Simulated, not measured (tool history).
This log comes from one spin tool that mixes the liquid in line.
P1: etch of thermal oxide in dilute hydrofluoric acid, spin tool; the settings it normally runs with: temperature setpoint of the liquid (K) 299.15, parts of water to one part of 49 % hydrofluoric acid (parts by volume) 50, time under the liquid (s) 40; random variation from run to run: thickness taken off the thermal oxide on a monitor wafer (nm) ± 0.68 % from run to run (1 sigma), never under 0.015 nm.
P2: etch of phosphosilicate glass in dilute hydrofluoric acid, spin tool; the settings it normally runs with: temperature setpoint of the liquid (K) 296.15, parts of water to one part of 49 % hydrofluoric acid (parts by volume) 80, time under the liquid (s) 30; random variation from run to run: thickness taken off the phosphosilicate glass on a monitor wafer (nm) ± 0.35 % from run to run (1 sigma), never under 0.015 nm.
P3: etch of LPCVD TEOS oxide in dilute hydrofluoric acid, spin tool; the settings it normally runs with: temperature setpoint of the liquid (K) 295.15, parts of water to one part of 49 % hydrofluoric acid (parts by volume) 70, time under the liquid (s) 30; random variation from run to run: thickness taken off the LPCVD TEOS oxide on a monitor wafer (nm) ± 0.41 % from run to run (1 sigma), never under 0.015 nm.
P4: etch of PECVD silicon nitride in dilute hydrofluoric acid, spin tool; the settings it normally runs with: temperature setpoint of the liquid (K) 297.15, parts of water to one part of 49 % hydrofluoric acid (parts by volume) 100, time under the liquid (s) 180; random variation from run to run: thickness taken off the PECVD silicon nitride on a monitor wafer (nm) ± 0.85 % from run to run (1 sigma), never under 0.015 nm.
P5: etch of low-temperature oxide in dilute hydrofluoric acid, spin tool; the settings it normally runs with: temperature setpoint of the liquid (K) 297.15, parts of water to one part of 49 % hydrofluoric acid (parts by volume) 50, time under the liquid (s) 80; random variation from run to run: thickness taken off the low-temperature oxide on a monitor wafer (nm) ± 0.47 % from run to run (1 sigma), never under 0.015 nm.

| run | hour | process that ran | temperature setpoint of the liquid (K) | parts of water to one part of 49 % hydrofluoric acid (parts by volume) | time under the liquid (s) | hours since the thermometer was replaced | hours since the hydrofluoric acid flow meter was replaced | thickness taken off the thermal oxide on a monitor wafer (nm) | thickness taken off the low-temperature oxide on a monitor wafer (nm) | thickness taken off the LPCVD TEOS oxide on a monitor wafer (nm) | thickness taken off the phosphosilicate glass on a monitor wafer (nm) | thickness taken off the PECVD silicon nitride on a monitor wafer (nm) |
|---|---|---|---|---|---|---|---|---|---|---|---|---|
| 1 | 17.7 | P1 | 299.15 | 50 | 40 | 819.4 | 850.8 | 4.2029 |  |  |  |  |
| 2 | 34.0 | P5 | 297.15 | 20 | 80 | 835.7 | 867.1 |  | 46.4670 |  |  |  |
| 3 | 48.7 | P3 | 295.15 | 70 | 50 | 850.4 | 881.8 |  |  | 11.2400 |  |  |
| 4 | 57.9 | P1 | 299.15 | 50 | 15 | 859.6 | 891.0 | 1.5969 |  |  |  |  |
| 5 | 77.0 | P5 | 302.15 | 50 | 80 | 878.7 | 910.1 |  | 21.7080 |  |  |  |
| 6 | 89.2 | P1 | 293.15 | 50 | 40 | 890.9 | 922.3 | 3.2249 |  |  |  |  |
| 7 | 103.2 | P1 | 304.15 | 50 | 40 | 904.9 | 936.3 | 5.0599 |  |  |  |  |
| 8 | 118.0 | P2 | 296.15 | 115 | 30 | 919.7 | 951.1 |  |  |  | 20.506 |  |
| 9 | 129.0 | P4 | 297.15 | 100 | 50 | 930.7 | 962.1 |  |  |  |  | 0.87119 |
| 10 | 146.9 | P1 | 299.15 | 50 | 40 | 948.6 | 980.0 | 4.2282 |  |  |  |  |
| 11 | 163.4 | P4 | 297.15 | 100 | 180 | 965.1 | 996.5 |  |  |  |  | 3.14100 |
| 12 | 174.1 | P3 | 290.15 | 70 | 30 | 975.8 | 1007.2 |  |  | 5.4609 |  |  |
| 13 | 192.1 | P1 | 299.15 | 50 | 40 | 993.8 | 1025.2 | 4.2388 |  |  |  |  |
| 14 | 201.2 | P1 | 299.15 | 50 | 40 | 1002.9 | 1034.3 | 4.1690 |  |  |  |  |
| 15 | 213.4 | P1 | 299.15 | 50 | 40 | 1015.1 | 1046.5 | 4.1379 |  |  |  |  |
| 16 | 231.1 | P1 | 299.15 | 50 | 75 | 1032.8 | 1064.2 | 7.8358 |  |  |  |  |
| 17 | 242.7 | P2 | 296.15 | 80 | 15 | 1044.4 | 1075.8 |  |  |  | 15.304 |  |
| 18 | 262.0 | P2 | 296.15 | 80 | 30 | 1063.7 | 1095.1 |  |  |  | 30.738 |  |
| 19 | 275.2 | P4 | 297.15 | 100 | 180 | 1076.9 | 1108.3 |  |  |  |  | 3.15780 |
| 20 | 284.7 | P1 | 299.15 | 50 | 40 | 1086.4 | 1117.8 | 4.1826 |  |  |  |  |
| 21 | 302.3 | P1 | 299.15 | 90 | 65 | 1104.0 | 1135.4 | 3.6080 |  |  |  |  |
| 22 | 320.7 | P3 | 295.15 | 70 | 30 | 1122.4 | 1153.8 |  |  | 6.7698 |  |  |
| 23 | 329.2 | P3 | 295.15 | 70 | 30 | 1130.9 | 1162.3 |  |  | 6.7623 |  |  |
| 24 | 345.7 | P5 | 297.15 | 50 | 20 | 1147.4 | 1178.8 |  | 4.4557 |  |  |  |
|  | 348.6 | hydrofluoric acid flow meter replaced |
| 25 | 361.6 | P2 | 304.15 | 80 | 30 | 1163.3 | 13.1 |  |  |  | 41.868 |  |
| 26 | 374.5 | P5 | 297.15 | 50 | 80 | 1176.2 | 26.0 |  | 17.9480 |  |  |  |
| 27 | 384.8 | P1 | 299.15 | 90 | 40 | 1186.5 | 36.3 | 2.2168 |  |  |  |  |
| 28 | 404.0 | P4 | 297.15 | 35 | 180 | 1205.7 | 55.5 |  |  |  |  | 8.63880 |
| 29 | 416.7 | P2 | 296.15 | 80 | 30 | 1218.4 | 68.2 |  |  |  | 30.641 |  |
| 30 | 433.3 | P4 | 290.15 | 100 | 180 | 1235.0 | 84.8 |  |  |  |  | 1.92590 |
| 31 | 446.0 | P3 | 295.15 | 30 | 30 | 1247.7 | 97.5 |  |  | 16.5260 |  |  |
| 32 | 456.2 | P1 | 299.15 | 25 | 40 | 1257.9 | 107.7 | 8.6927 |  |  |  |  |
| 33 | 470.9 | P1 | 299.15 | 50 | 40 | 1272.6 | 122.4 | 4.2172 |  |  |  |  |
| 34 | 487.1 | P1 | 299.15 | 50 | 40 | 1288.8 | 138.6 | 4.0865 |  |  |  |  |
| 35 | 504.7 | P1 | 299.15 | 50 | 40 | 1306.4 | 156.2 | 4.0332 |  |  |  |  |
| 36 | 522.6 | P1 | 299.15 | 50 | 40 | 1324.3 | 174.1 | 4.0432 |  |  |  |  |
| 37 | 532.2 | P1 | 299.15 | 50 | 40 | 1333.9 | 183.7 | 3.9500 |  |  |  |  |
| 38 | 550.9 | P1 | 299.15 | 50 | 40 | 1352.6 | 202.4 | 3.9510 |  |  |  |  |
| 39 | 564.4 | P1 | 299.15 | 50 | 40 | 1366.1 | 215.9 | 3.9845 |  |  |  |  |
| 40 | 579.3 | P1 | 299.15 | 50 | 40 | 1381.0 | 230.8 | 3.9575 |  |  |  |  |
| 41 | 588.6 | P1 | 299.15 | 50 | 40 | 1390.3 | 240.1 | 3.9776 |  |  |  |  |
| 42 | 598.5 | P1 | 299.15 | 50 | 40 | 1400.2 | 250.0 | 3.9212 |  |  |  |  |

The log shows P1 creeping away from where it was. Any of the 2 causes listed here, at the size stated for it, fits the log just as well as the others:
A: liquid colder than its thermometer reads (K) = 1.47
B: hydrofluoric acid flow below the setpoint (%) = 5.44
Onset of the creep was near hour 470.9.

Which of the check runs below tells the causes apart, meaning the causes would give it clearly different results? Each run uses 3 wafers whose results are averaged, and each result is shown as a question mark.
| check 1 | 608.4 | P3 | 295.15 | 70 | 30 |  |  |  |  | ? |  |  |
| check 2 | 608.4 | P4 | 297.15 | 100 | 180 |  |  |  |  |  |  | ? |
| check 3 | 608.4 | P5 | 297.15 | 50 | 80 |  |  |  | ? |  |  |  |
| check 4 | 608.4 | P2 | 296.15 | 80 | 30 |  |  |  |  |  | ? |  |

What each check would give under each cause:
| check | result | if A | if B |
|---|---|---|---|
| check 1 | thickness taken off the LPCVD TEOS oxide on a monitor wafer (nm) | 6.3412 | 6.3414 |
| check 2 | thickness taken off the PECVD silicon nitride on a monitor wafer (nm) | 2.81230 | 2.93370 |
| check 3 | thickness taken off the low-temperature oxide on a monitor wafer (nm) | 16.8320 | 16.8490 |
| check 4 | thickness taken off the phosphosilicate glass on a monitor wafer (nm) | 28.859 | 28.814 |
How far apart the two closest causes lie, in the result that separates them most: check 1 0 %; check 2 4.23 %; check 3 0.1 %; check 4 0.16 %
Check 2 tells the causes apart: in the others they would give nearly the same result.

With check 2 done, the readings were: thickness taken off the PECVD silicon nitride on a monitor wafer (nm) 2.79790. Identify which of the listed causes applies.

It is A: liquid colder than its thermometer reads (K).

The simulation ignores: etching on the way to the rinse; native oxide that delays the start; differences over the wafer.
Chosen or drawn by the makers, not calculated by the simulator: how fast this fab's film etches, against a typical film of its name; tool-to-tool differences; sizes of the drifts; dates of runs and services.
